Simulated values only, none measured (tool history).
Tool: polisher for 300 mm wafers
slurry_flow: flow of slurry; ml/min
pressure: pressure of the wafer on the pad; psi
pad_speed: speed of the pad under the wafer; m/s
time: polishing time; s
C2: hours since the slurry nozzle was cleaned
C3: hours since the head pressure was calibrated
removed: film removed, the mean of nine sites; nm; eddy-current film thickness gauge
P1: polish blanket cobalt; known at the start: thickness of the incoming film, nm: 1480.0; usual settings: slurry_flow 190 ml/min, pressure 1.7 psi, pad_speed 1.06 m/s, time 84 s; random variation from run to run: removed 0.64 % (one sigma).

Run 1, day 0.508: slurry_flow 190 ml/min, pressure 1.7 psi, pad_speed 1.06 m/s, time 84 s; wafers polished on this pad 802; C2 263; C3 240.4. Result: removed 397.06 nm.
Run 2, day 0.85: slurry_flow 190 ml/min, pressure 1.7 psi, pad_speed 1.06 m/s, time 84 s; wafers polished on this pad 893; C2 271.2; C3 248.6. Result: removed 393.77 nm.
Run 3, day 1.133: slurry_flow 190 ml/min, pressure 1.1 psi, pad_speed 1.06 m/s, time 84 s; wafers polished on this pad 968; C2 278; C3 255.4. Result: removed 256.56 nm.
At day 1.3: worn pad replaced by a new one.
Run 4, day 1.571: slurry_flow 190 ml/min, pressure 2.4 psi, pad_speed 1.06 m/s, time 84 s; wafers polished on this pad 72; C2 288.5; C3 265.9. Result: removed 556.03 nm.
Run 5, day 1.967: slurry_flow 190 ml/min, pressure 1.7 psi, pad_speed 1.06 m/s, time 84 s; wafers polished on this pad 176; C2 298; C3 275.4. Result: removed 399.47 nm.
Run 6, day 2.25: slurry_flow 115 ml/min, pressure 1.7 psi, pad_speed 1.54 m/s, time 84 s; wafers polished on this pad 251; C2 304.8; C3 282.2. Result: removed 525.15 nm.
Run 7, day 2.517: slurry_flow 190 ml/min, pressure 1.7 psi, pad_speed 0.48 m/s, time 84 s; wafers polished on this pad 322; C2 311.2; C3 288.6. Result: removed 179.45 nm.
Run 8, day 2.95: slurry_flow 190 ml/min, pressure 1.7 psi, pad_speed 1.06 m/s, time 84 s; wafers polished on this pad 437; C2 321.6; C3 299. Result: removed 394.62 nm.
Run 9, day 3.208: slurry_flow 190 ml/min, pressure 1.7 psi, pad_speed 1.06 m/s, time 84 s; wafers polished on this pad 505; C2 327.8; C3 305.2. Result: removed 392.96 nm.
Run 10, day 3.642: slurry_flow 290 ml/min, pressure 1.7 psi, pad_speed 1.06 m/s, time 84 s; wafers polished on this pad 620; C2 338.2; C3 315.6. Result: removed 415.9 nm.
Run 11, day 4.162: slurry_flow 190 ml/min, pressure 1.7 psi, pad_speed 1.06 m/s, time 84 s; wafers polished on this pad 758; C2 350.7; C3 328.1. Result: removed 395.25 nm.
Run 12, day 4.658: slurry_flow 190 ml/min, pressure 1.7 psi, pad_speed 1.06 m/s, time 125 s; wafers polished on this pad 889; C2 362.6; C3 340. Result: removed 592.24 nm.
Run 13, day 5.083: slurry_flow 190 ml/min, pressure 0.9 psi, pad_speed 1.06 m/s, time 47 s; wafers polished on this pad 1002; C2 372.8; C3 350.2. Result: removed 117.09 nm.
Run 14, day 5.479: slurry_flow 135 ml/min, pressure 1.7 psi, pad_speed 1.06 m/s, time 84 s; wafers polished on this pad 1107; C2 382.3; C3 359.7. Result: removed 373.83 nm.
Run 15, day 5.817: slurry_flow 190 ml/min, pressure 1.7 psi, pad_speed 1.06 m/s, time 42 s; wafers polished on this pad 1196; C2 390.4; C3 367.8. Result: removed 195.87 nm.
Run 16, day 6.367: slurry_flow 190 ml/min, pressure 1.7 psi, pad_speed 1.66 m/s, time 84 s; wafers polished on this pad 1342; C2 403.6; C3 381. Result: removed 617.39 nm.
Run 17, day 6.908: slurry_flow 250 ml/min, pressure 1.7 psi, pad_speed 1.56 m/s, time 84 s; wafers polished on this pad 1485; C2 416.6; C3 394. Result: removed 606.49 nm.
Run 18, day 7.221: slurry_flow 190 ml/min, pressure 1.7 psi, pad_speed 1.06 m/s, time 84 s; wafers polished on this pad 1568; C2 424.1; C3 401.5. Result: removed 393.71 nm.
Run 19, day 7.75: slurry_flow 190 ml/min, pressure 1.7 psi, pad_speed 1.06 m/s, time 84 s; wafers polished on this pad 1708; C2 436.8; C3 414.2. Result: removed 396.27 nm.
Run 20, day 8.154: slurry_flow 190 ml/min, pressure 1.7 psi, pad_speed 1.06 m/s, time 84 s; wafers polished on this pad 1815; C2 446.5; C3 423.9. Result: removed 386.66 nm.
Run 21, day 8.546: slurry_flow 190 ml/min, pressure 1.7 psi, pad_speed 1.06 m/s, time 84 s; wafers polished on this pad 1919; C2 455.9; C3 433.3. Result: removed 385.29 nm.
Run 22, day 8.962: slurry_flow 190 ml/min, pressure 1.7 psi, pad_speed 1.06 m/s, time 84 s; wafers polished on this pad 2029; C2 465.9; C3 443.3. Result: removed 379.47 nm.
Run 23, day 9.396: slurry_flow 190 ml/min, pressure 1.7 psi, pad_speed 1.06 m/s, time 84 s; wafers polished on this pad 2144; C2 476.3; C3 453.7. Result: removed 377.28 nm.
At day 9.533: worn pad replaced by a new one.
Run 24, day 9.725: slurry_flow 190 ml/min, pressure 1.7 psi, pad_speed 1.06 m/s, time 84 s; wafers polished on this pad 51; C2 484.2; C3 461.6. Result: removed 372.4 nm.
Run 25, day 10.283: slurry_flow 190 ml/min, pressure 1.7 psi, pad_speed 1.06 m/s, time 84 s; wafers polished on this pad 199; C2 497.6; C3 475. Result: removed 369.05 nm.
Run 26, day 10.688: slurry_flow 190 ml/min, pressure 1.7 psi, pad_speed 1.06 m/s, time 84 s; wafers polished on this pad 306; C2 507.3; C3 484.7. Result: removed 367.02 nm.
Run 27, day 11.092: slurry_flow 190 ml/min, pressure 1.7 psi, pad_speed 1.06 m/s, time 84 s; wafers polished on this pad 413; C2 517; C3 494.4. Result: removed 365.37 nm.
Run 28, day 11.638: slurry_flow 190 ml/min, pressure 1.7 psi, pad_speed 1.06 m/s, time 84 s; wafers polished on this pad 558; C2 530.1; C3 507.5. Result: removed 363.75 nm.
Run 29, day 12.021: slurry_flow 190 ml/min, pressure 1.7 psi, pad_speed 1.06 m/s, time 84 s; wafers polished on this pad 659; C2 539.3; C3 516.7. Result: removed 369.46 nm.
Run 30, day 12.279: slurry_flow 190 ml/min, pressure 1.7 psi, pad_speed 1.06 m/s, time 84 s; wafers polished on this pad 728; C2 545.5; C3 522.9. Result: removed 363.35 nm.

What P1 gives has crept away from where it was. These 2 causes fit the log equally well, each at the size given:
A: head's pressure below its setpoint, % = 7.89
B: slurry flow missing at the pad, % = 37.8
The creep began at about day 7.75.
Why every other cause is out:
removal rate lost through wear of the pad, %: serviced at day 9.533, which brought nothing back

4 check runs are offered, each on 5 wafers whose results are averaged, their results left as question marks. Which one tells the causes apart?
Run check 1, day 12.538: slurry_flow 190 ml/min, pressure 2.1 psi, pad_speed 1.06 m/s, time 103 s. Result: removed ?.
Run check 2, day 12.538: slurry_flow 190 ml/min, pressure 2.3 psi, pad_speed 1.06 m/s, time 84 s. Result: removed ?.
Run check 3, day 12.538: slurry_flow 145 ml/min, pressure 1.7 psi, pad_speed 1.64 m/s, time 84 s. Result: removed ?.
Run check 4, day 12.538: slurry_flow 190 ml/min, pressure 1.3 psi, pad_speed 1.06 m/s, time 84 s. Result: removed ?.

What each check would give under each cause:
  check   result    if A    if B
check 1  removed  552.77  552.84
check 2  removed  493.74   493.8
check 3  removed  541.24   529.1
check 4  removed  279.07   279.1
How far apart the two closest causes lie, in the result that separates them most: check 1 0.01 %; check 2 0.01 %; check 3 2.27 %; check 4 0.01 %
Check 3 tells the causes apart: in the others they would give nearly the same result.

Check 3 was then run and gave: removed 528.46 nm. Which cause is it?

It is B: slurry flow missing at the pad, %.
